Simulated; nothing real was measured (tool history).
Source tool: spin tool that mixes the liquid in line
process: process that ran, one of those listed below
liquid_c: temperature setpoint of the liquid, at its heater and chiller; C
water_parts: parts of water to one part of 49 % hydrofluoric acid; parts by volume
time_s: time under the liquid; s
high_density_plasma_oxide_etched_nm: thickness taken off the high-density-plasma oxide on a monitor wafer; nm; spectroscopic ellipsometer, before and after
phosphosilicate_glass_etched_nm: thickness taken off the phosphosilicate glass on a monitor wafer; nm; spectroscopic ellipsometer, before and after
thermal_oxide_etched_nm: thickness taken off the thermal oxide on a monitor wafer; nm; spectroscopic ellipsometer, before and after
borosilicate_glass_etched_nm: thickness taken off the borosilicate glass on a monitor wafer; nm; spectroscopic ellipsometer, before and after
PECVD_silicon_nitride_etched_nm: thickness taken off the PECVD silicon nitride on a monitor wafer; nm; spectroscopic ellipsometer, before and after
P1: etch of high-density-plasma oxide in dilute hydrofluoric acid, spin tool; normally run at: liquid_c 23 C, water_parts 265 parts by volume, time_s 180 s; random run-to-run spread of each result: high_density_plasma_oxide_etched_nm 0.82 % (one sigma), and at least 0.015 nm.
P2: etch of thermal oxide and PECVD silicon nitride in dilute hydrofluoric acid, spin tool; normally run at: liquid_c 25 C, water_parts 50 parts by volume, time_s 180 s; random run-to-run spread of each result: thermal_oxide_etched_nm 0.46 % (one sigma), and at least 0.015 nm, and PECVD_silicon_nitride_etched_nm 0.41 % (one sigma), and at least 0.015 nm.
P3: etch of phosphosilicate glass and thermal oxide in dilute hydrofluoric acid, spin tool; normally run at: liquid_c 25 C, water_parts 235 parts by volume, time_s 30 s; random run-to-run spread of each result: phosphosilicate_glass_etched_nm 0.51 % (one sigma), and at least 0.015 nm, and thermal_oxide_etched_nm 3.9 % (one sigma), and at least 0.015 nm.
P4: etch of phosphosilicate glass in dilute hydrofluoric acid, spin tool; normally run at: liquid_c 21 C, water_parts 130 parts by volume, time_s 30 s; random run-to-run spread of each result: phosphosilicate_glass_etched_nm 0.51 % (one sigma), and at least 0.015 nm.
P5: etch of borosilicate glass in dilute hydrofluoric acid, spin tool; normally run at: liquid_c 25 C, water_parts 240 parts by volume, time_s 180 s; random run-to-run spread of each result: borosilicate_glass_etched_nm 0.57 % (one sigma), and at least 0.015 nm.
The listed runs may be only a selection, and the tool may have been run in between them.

| run | hour | process | liquid_c | water_parts | time_s | hours since the thermometer was replaced | hours since the hydrofluoric acid flow meter was replaced | high_density_plasma_oxide_etched_nm | phosphosilicate_glass_etched_nm | thermal_oxide_etched_nm | borosilicate_glass_etched_nm | PECVD_silicon_nitride_etched_nm |
|---|---|---|---|---|---|---|---|---|---|---|---|---|
| 1 | 10.9 | P1 | 23 | 265 | 180 | 363.1 | 281.4 | 3.42280 |  |  |  |  |
| 2 | 17.5 | P4 | 21 | 130 | 30 | 369.7 | 288.0 |  | 27.649 |  |  |  |
| 3 | 24.5 | P4 | 21 | 235 | 30 | 376.7 | 295.0 |  | 13.790 |  |  |  |
| 4 | 33.3 | P1 | 23 | 265 | 260 | 385.5 | 303.8 | 4.96230 |  |  |  |  |
| 5 | 40.5 | P3 | 25 | 235 | 30 | 392.7 | 311.0 |  | 15.178 | 0.59706 |  |  |
| 6 | 50.6 | P1 | 23 | 265 | 180 | 402.8 | 321.1 | 3.39850 |  |  |  |  |
| 7 | 57.8 | P5 | 25 | 240 | 180 | 410.0 | 328.3 |  |  |  | 12.5710 |  |
| 8 | 65.6 | P1 | 28 | 265 | 180 | 417.8 | 336.1 | 4.06260 |  |  |  |  |
| 9 | 73.9 | P1 | 17 | 265 | 180 | 426.1 | 344.4 | 2.71790 |  |  |  |  |
| 10 | 82.4 | P2 | 25 | 90 | 180 | 434.6 | 352.9 |  |  | 9.78740 |  | 5.4790 |
| 11 | 88.0 | P1 | 23 | 155 | 180 | 440.2 | 358.5 | 6.52850 |  |  |  |  |
| 12 | 98.5 | P5 | 25 | 380 | 180 | 450.7 | 369.0 |  |  |  | 6.9951 |  |
| 13 | 110.2 | P3 | 25 | 235 | 30 | 462.4 | 380.7 |  | 15.259 | 0.52125 |  |  |
| 14 | 115.7 | P1 | 23 | 80 | 80 | 467.9 | 386.2 | 6.17190 |  |  |  |  |
| 15 | 124.2 | P1 | 23 | 120 | 75 | 476.4 | 394.7 | 3.59580 |  |  |  |  |
| 16 | 135.2 | P4 | 21 | 130 | 15 | 487.4 | 405.7 |  | 13.790 |  |  |  |
| 17 | 142.3 | P1 | 17 | 265 | 105 | 494.5 | 412.8 | 1.59370 |  |  |  |  |
| 18 | 152.5 | P2 | 25 | 50 | 180 | 504.7 | 423.0 |  |  | 18.56800 |  | 9.8728 |
| 19 | 160.8 | P1 | 23 | 385 | 180 | 513.0 | 431.3 | 2.12480 |  |  |  |  |
| 20 | 167.6 | P5 | 25 | 240 | 180 | 519.8 | 438.1 |  |  |  | 12.5600 |  |
| 21 | 179.2 | P5 | 25 | 240 | 30 | 531.4 | 449.7 |  |  |  | 2.1097 |  |
| 22 | 184.7 | P1 | 23 | 265 | 45 | 536.9 | 455.2 | 0.83793 |  |  |  |  |
| 23 | 191.7 | P3 | 17 | 235 | 30 | 543.9 | 462.2 |  | 11.151 | 0.43250 |  |  |
| 24 | 201.9 | P1 | 23 | 265 | 180 | 554.1 | 472.4 | 3.39870 |  |  |  |  |
| 25 | 213.2 | P3 | 25 | 235 | 65 | 565.4 | 483.7 |  | 32.963 | 1.19310 |  |  |
| 26 | 225.7 | P2 | 25 | 50 | 180 | 577.9 | 496.2 |  |  | 18.56500 |  | 9.7672 |
| 27 | 237.7 | P2 | 33 | 50 | 180 | 589.9 | 508.2 |  |  | 25.42100 |  | 16.5570 |
| 28 | 250.0 | P1 | 23 | 265 | 180 | 602.2 | 520.5 | 3.36750 |  |  |  |  |
| 29 | 258.1 | P1 | 23 | 265 | 180 | 610.3 | 528.6 | 3.39550 |  |  |  |  |
| 30 | 268.0 | P5 | 32 | 240 | 180 | 620.2 | 538.5 |  |  |  | 15.9220 |  |
| 31 | 279.3 | P3 | 25 | 95 | 30 | 631.5 | 549.8 |  | 44.507 | 1.68040 |  |  |
| 32 | 286.2 | P2 | 25 | 50 | 100 | 638.4 | 556.7 |  |  | 10.41000 |  | 5.4482 |
| 33 | 295.7 | P4 | 27 | 130 | 30 | 647.9 | 566.2 |  | 35.238 |  |  |  |
| 34 | 304.4 | P1 | 23 | 265 | 180 | 656.6 | 574.9 | 3.43270 |  |  |  |  |
| 35 | 314.3 | P1 | 23 | 265 | 180 | 666.5 | 584.8 | 3.38200 |  |  |  |  |
| 36 | 323.5 | P1 | 23 | 265 | 180 | 675.7 | 594.0 | 3.31190 |  |  |  |  |
| 37 | 331.5 | P1 | 23 | 265 | 180 | 683.7 | 602.0 | 3.21910 |  |  |  |  |
| 38 | 343.4 | P1 | 23 | 265 | 180 | 695.6 | 613.9 | 3.19530 |  |  |  |  |
| 39 | 354.4 | P1 | 23 | 265 | 180 | 706.6 | 624.9 | 3.18570 |  |  |  |  |
| 40 | 360.2 | P1 | 23 | 265 | 180 | 712.4 | 630.7 | 3.15100 |  |  |  |  |
| 41 | 370.8 | P1 | 23 | 265 | 180 | 723.0 | 641.3 | 3.14180 |  |  |  |  |
| 42 | 380.0 | P1 | 23 | 265 | 180 | 732.2 | 650.5 | 3.11800 |  |  |  |  |
| 43 | 390.3 | P1 | 23 | 265 | 180 | 742.5 | 660.8 | 3.15360 |  |  |  |  |
| 44 | 399.1 | P1 | 23 | 265 | 180 | 751.3 | 669.6 | 3.15210 |  |  |  |  |
| 45 | 411.2 | P1 | 23 | 265 | 180 | 763.4 | 681.7 | 3.13550 |  |  |  |  |

P1 no longer gives what it gave before; its output has crept away from where it was. The following 2 causes, each at its listed size, fit the log equally well:
A: liquid colder than its thermometer reads (K) = 2.24
B: hydrofluoric acid flow below the setpoint (%) = 6.21
Creep in the process output first set in at about hour 314.3.

Consider the 4 single-wafer check runs listed below, results given as question marks: which one distinguishes between the causes by giving clearly different results for each?
| check 1 | 423.3 | P3 | 18.5 | 235 | 30 |  |  |  | ? | ? |  |  |
| check 2 | 423.3 | P5 | 30.0 | 320 | 180 |  |  |  |  |  | ? |  |
| check 3 | 423.3 | P2 | 32.5 | 80 | 180 |  |  |  |  | ? |  | ? |
| check 4 | 423.3 | P4 | 21.0 | 235 | 15 |  |  |  | ? |  |  |  |

Check results expected under each cause:
| check | result | if A | if B |
|---|---|---|---|
| check 1 | phosphosilicate_glass_etched_nm | 10.9480 | 11.0480 |
| check 1 | thermal_oxide_etched_nm | 0.40156 | 0.40522 |
| check 2 | borosilicate_glass_etched_nm | 9.5551 | 9.4176 |
| check 3 | thermal_oxide_etched_nm | 13.73800 | 13.90600 |
| check 3 | PECVD_silicon_nitride_etched_nm | 8.6844 | 9.3684 |
| check 4 | phosphosilicate_glass_etched_nm | 6.3399 | 6.3768 |
Distance between the nearest two causes, measured in the result of the check that separates them most: check 1 0.91 %; check 2 1.45 %; check 3 7.58 %; check 4 0.58 %
Only in check 3 would the causes give clearly different results; in the remaining checks their results would be nearly the same.

Here is what check 3 returned: thermal_oxide_etched_nm 13.79100 nm; PECVD_silicon_nitride_etched_nm 9.3936 nm. Which cause is it?

Of the candidate causes, it is B: hydrofluoric acid flow below the setpoint (%).
